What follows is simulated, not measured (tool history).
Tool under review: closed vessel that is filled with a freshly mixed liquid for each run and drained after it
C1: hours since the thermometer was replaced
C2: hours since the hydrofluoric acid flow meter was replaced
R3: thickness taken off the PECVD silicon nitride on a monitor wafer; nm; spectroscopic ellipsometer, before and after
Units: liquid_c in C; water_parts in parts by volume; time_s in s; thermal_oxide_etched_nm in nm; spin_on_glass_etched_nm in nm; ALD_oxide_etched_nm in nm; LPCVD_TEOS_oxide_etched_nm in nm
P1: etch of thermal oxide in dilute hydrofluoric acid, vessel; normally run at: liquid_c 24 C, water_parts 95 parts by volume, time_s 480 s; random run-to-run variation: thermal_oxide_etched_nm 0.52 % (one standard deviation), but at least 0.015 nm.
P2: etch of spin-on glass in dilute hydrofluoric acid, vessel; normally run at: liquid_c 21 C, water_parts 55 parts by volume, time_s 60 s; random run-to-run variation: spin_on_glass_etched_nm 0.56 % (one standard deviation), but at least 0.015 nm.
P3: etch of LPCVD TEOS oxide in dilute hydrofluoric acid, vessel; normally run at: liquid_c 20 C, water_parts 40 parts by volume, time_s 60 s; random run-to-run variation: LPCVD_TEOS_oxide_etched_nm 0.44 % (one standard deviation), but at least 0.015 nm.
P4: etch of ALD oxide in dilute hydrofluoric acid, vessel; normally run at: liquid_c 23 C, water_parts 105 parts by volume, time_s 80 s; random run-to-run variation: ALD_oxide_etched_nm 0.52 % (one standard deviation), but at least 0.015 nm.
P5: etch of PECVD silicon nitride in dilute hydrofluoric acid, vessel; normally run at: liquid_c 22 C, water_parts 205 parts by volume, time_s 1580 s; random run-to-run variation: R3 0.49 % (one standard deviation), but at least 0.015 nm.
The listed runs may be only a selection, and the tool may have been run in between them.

{"run": 1, "day": 0.25, "process": "P1", "liquid_c": 24, "water_parts": 95, "time_s": 480, "C1": 1004.5, "C2": 84.4, "thermal_oxide_etched_nm": 24.522}
{"run": 2, "day": 0.579, "process": "P1", "liquid_c": 31, "water_parts": 95, "time_s": 480, "C1": 1012.4, "C2": 92.3, "thermal_oxide_etched_nm": 32.044}
{"run": 3, "day": 1.038, "process": "P2", "liquid_c": 17, "water_parts": 55, "time_s": 60, "C1": 1023.4, "C2": 103.3, "spin_on_glass_etched_nm": 33.127}
{"run": 4, "day": 1.462, "process": "P5", "liquid_c": 22, "water_parts": 205, "time_s": 2625, "C1": 1033.6, "C2": 113.5, "R3": 30.238}
{"run": 5, "day": 1.871, "process": "P1", "liquid_c": 24, "water_parts": 95, "time_s": 480, "C1": 1043.4, "C2": 123.3, "thermal_oxide_etched_nm": 24.547}
{"run": 6, "day": 2.208, "process": "P1", "liquid_c": 24, "water_parts": 95, "time_s": 30, "C1": 1051.5, "C2": 131.4, "thermal_oxide_etched_nm": 1.5356}
{"run": 7, "day": 2.621, "process": "P4", "liquid_c": 23, "water_parts": 65, "time_s": 80, "C1": 1061.4, "C2": 141.3, "ALD_oxide_etched_nm": 11.789}
{"run": 8, "day": 2.858, "process": "P5", "liquid_c": 22, "water_parts": 205, "time_s": 1580, "C1": 1067.1, "C2": 147.0, "R3": 18.119}
{"run": 9, "day": 3.075, "process": "P1", "liquid_c": 24, "water_parts": 25, "time_s": 480, "C1": 1072.3, "C2": 152.2, "thermal_oxide_etched_nm": 101.92}
{"run": 10, "day": 3.467, "process": "P5", "liquid_c": 17, "water_parts": 205, "time_s": 1580, "C1": 1081.7, "C2": 161.6, "R3": 13.103}
{"run": 11, "day": 3.733, "process": "P1", "liquid_c": 24, "water_parts": 95, "time_s": 480, "C1": 1088.1, "C2": 168.0, "thermal_oxide_etched_nm": 24.385}
{"run": 12, "day": 4.196, "process": "P1", "liquid_c": 24, "water_parts": 95, "time_s": 480, "C1": 1099.2, "C2": 179.1, "thermal_oxide_etched_nm": 24.628}
{"run": 13, "day": 4.625, "process": "P2", "liquid_c": 21, "water_parts": 25, "time_s": 60, "C1": 1109.5, "C2": 189.4, "spin_on_glass_etched_nm": 89.678}
{"run": 14, "day": 4.879, "process": "P1", "liquid_c": 20, "water_parts": 95, "time_s": 480, "C1": 1115.6, "C2": 195.5, "thermal_oxide_etched_nm": 20.915}
{"run": 15, "day": 5.142, "process": "P3", "liquid_c": 20, "water_parts": 60, "time_s": 60, "C1": 1121.9, "C2": 201.8, "LPCVD_TEOS_oxide_etched_nm": 28.758}
{"run": 16, "day": 5.504, "process": "P3", "liquid_c": 26, "water_parts": 40, "time_s": 60, "C1": 1130.6, "C2": 210.5, "LPCVD_TEOS_oxide_etched_nm": 56.504}
{"run": 17, "day": 5.929, "process": "P1", "liquid_c": 24, "water_parts": 95, "time_s": 480, "C1": 1140.8, "C2": 220.7, "thermal_oxide_etched_nm": 24.475}
{"run": 18, "day": 6.304, "process": "P2", "liquid_c": 21, "water_parts": 55, "time_s": 60, "C1": 1149.8, "C2": 229.7, "spin_on_glass_etched_nm": 38.838}
{"run": 19, "day": 6.638, "process": "P4", "liquid_c": 23, "water_parts": 105, "time_s": 30, "C1": 1157.8, "C2": 237.7, "ALD_oxide_etched_nm": 2.622}
{"run": 20, "day": 6.904, "process": "P1", "liquid_c": 24, "water_parts": 95, "time_s": 855, "C1": 1164.2, "C2": 244.1, "thermal_oxide_etched_nm": 43.321}
{"run": 21, "day": 7.204, "process": "P5", "liquid_c": 22, "water_parts": 205, "time_s": 1580, "C1": 1171.4, "C2": 251.3, "R3": 18.218}
{"run": 22, "day": 7.508, "process": "P1", "liquid_c": 31, "water_parts": 135, "time_s": 480, "C1": 1178.7, "C2": 258.6, "thermal_oxide_etched_nm": 21.167}
{"run": 23, "day": 7.779, "process": "P2", "liquid_c": 21, "water_parts": 55, "time_s": 30, "C1": 1185.2, "C2": 265.1, "spin_on_glass_etched_nm": 19.678}
{"run": 24, "day": 8.133, "process": "P1", "liquid_c": 20, "water_parts": 25, "time_s": 480, "C1": 1193.7, "C2": 273.6, "thermal_oxide_etched_nm": 86.943}
{"run": 25, "day": 8.592, "process": "P2", "liquid_c": 21, "water_parts": 55, "time_s": 60, "C1": 1204.7, "C2": 284.6, "spin_on_glass_etched_nm": 39.065}
{"run": 26, "day": 8.858, "process": "P1", "liquid_c": 24, "water_parts": 95, "time_s": 480, "C1": 1211.1, "C2": 291.0, "thermal_oxide_etched_nm": 24.505}
{"run": 27, "day": 9.158, "process": "P4", "liquid_c": 27, "water_parts": 105, "time_s": 80, "C1": 1218.3, "C2": 298.2, "ALD_oxide_etched_nm": 8.069}
{"run": 28, "day": 9.538, "process": "P3", "liquid_c": 20, "water_parts": 40, "time_s": 60, "C1": 1227.4, "C2": 307.3, "LPCVD_TEOS_oxide_etched_nm": 44.573}
{"run": 29, "day": 9.971, "process": "P3", "liquid_c": 20, "water_parts": 40, "time_s": 35, "C1": 1237.8, "C2": 317.7, "LPCVD_TEOS_oxide_etched_nm": 25.896}
{"run": 30, "day": 10.242, "process": "P1", "liquid_c": 24, "water_parts": 155, "time_s": 480, "C1": 1244.3, "C2": 324.2, "thermal_oxide_etched_nm": 13.883}
{"run": 31, "day": 10.675, "process": "P4", "liquid_c": 23, "water_parts": 105, "time_s": 80, "C1": 1254.7, "C2": 334.6, "ALD_oxide_etched_nm": 6.8801}
{"run": 32, "day": 11.138, "process": "P5", "liquid_c": 22, "water_parts": 75, "time_s": 1580, "C1": 1265.8, "C2": 345.7, "R3": 48.579}
{"run": 33, "day": 11.588, "process": "P4", "liquid_c": 23, "water_parts": 105, "time_s": 80, "C1": 1276.6, "C2": 356.5, "ALD_oxide_etched_nm": 6.881}
{"run": 34, "day": 11.983, "process": "P1", "liquid_c": 24, "water_parts": 95, "time_s": 480, "C1": 1286.1, "C2": 366.0, "thermal_oxide_etched_nm": 24.565}
{"run": 35, "day": 12.229, "process": "P1", "liquid_c": 24, "water_parts": 95, "time_s": 480, "C1": 1292.0, "C2": 371.9, "thermal_oxide_etched_nm": 24.998}
{"run": 36, "day": 12.621, "process": "P1", "liquid_c": 24, "water_parts": 95, "time_s": 480, "C1": 1301.4, "C2": 381.3, "thermal_oxide_etched_nm": 25.522}
{"run": 37, "day": 13.017, "process": "P1", "liquid_c": 24, "water_parts": 95, "time_s": 480, "C1": 1310.9, "C2": 390.8, "thermal_oxide_etched_nm": 25.748}
{"run": 38, "day": 13.275, "process": "P1", "liquid_c": 24, "water_parts": 95, "time_s": 480, "C1": 1317.1, "C2": 397.0, "thermal_oxide_etched_nm": 25.892}
{"run": 39, "day": 13.571, "process": "P1", "liquid_c": 24, "water_parts": 95, "time_s": 480, "C1": 1324.2, "C2": 404.1, "thermal_oxide_etched_nm": 25.977}
{"run": 40, "day": 13.929, "process": "P1", "liquid_c": 24, "water_parts": 95, "time_s": 480, "C1": 1332.8, "C2": 412.7, "thermal_oxide_etched_nm": 26.033}
{"run": 41, "day": 14.375, "process": "P1", "liquid_c": 24, "water_parts": 95, "time_s": 480, "C1": 1343.5, "C2": 423.4, "thermal_oxide_etched_nm": 26.061}

P1 has crept away from where it was. The log is fitted equally well by each of these 2 causes, at the sizes shown:
A: hydrofluoric acid flow above the setpoint (%) = 5.86
B: liquid hotter than its thermometer reads (K) = 1.61
The creep began at about day 11.983.

Of the 4 check runs listed below, each run on one wafer and each result written as a question mark, which would let you distinguish the listed causes because they would give clearly different results?
{"run": "check 1", "day": 14.821, "process": "P3", "liquid_c": 20, "water_parts": 40, "time_s": 60, "LPCVD_TEOS_oxide_etched_nm": "?"}
{"run": "check 2", "day": 14.821, "process": "P4", "liquid_c": 23, "water_parts": 105, "time_s": 80, "ALD_oxide_etched_nm": "?"}
{"run": "check 3", "day": 14.821, "process": "P5", "liquid_c": 22, "water_parts": 205, "time_s": 1580, "R3": "?"}
{"run": "check 4", "day": 14.821, "process": "P2", "liquid_c": 21, "water_parts": 55, "time_s": 60, "spin_on_glass_etched_nm": "?"}

What each check would give under each cause:
check=check_1 result=LPCVD_TEOS_oxide_etched_nm if_A=47.059 if_B=47.482
check=check_2 result=ALD_oxide_etched_nm if_A=7.3629 if_B=7.3614
check=check_3 result=R3 if_A=19.191 if_B=20.112
check=check_4 result=spin_on_glass_etched_nm if_A=41.619 if_B=41.894
How far apart the two closest causes lie, in the result that separates them most: check 1 0.89 %; check 2 0.02 %; check 3 4.69 %; check 4 0.66 %
Check 3 tells the causes apart: in the others they would give nearly the same result.

Running check 3 produced the following: R3 20.103 nm. Which one of the listed causes fits?

The correct cause is B, namely: liquid hotter than its thermometer reads (K).
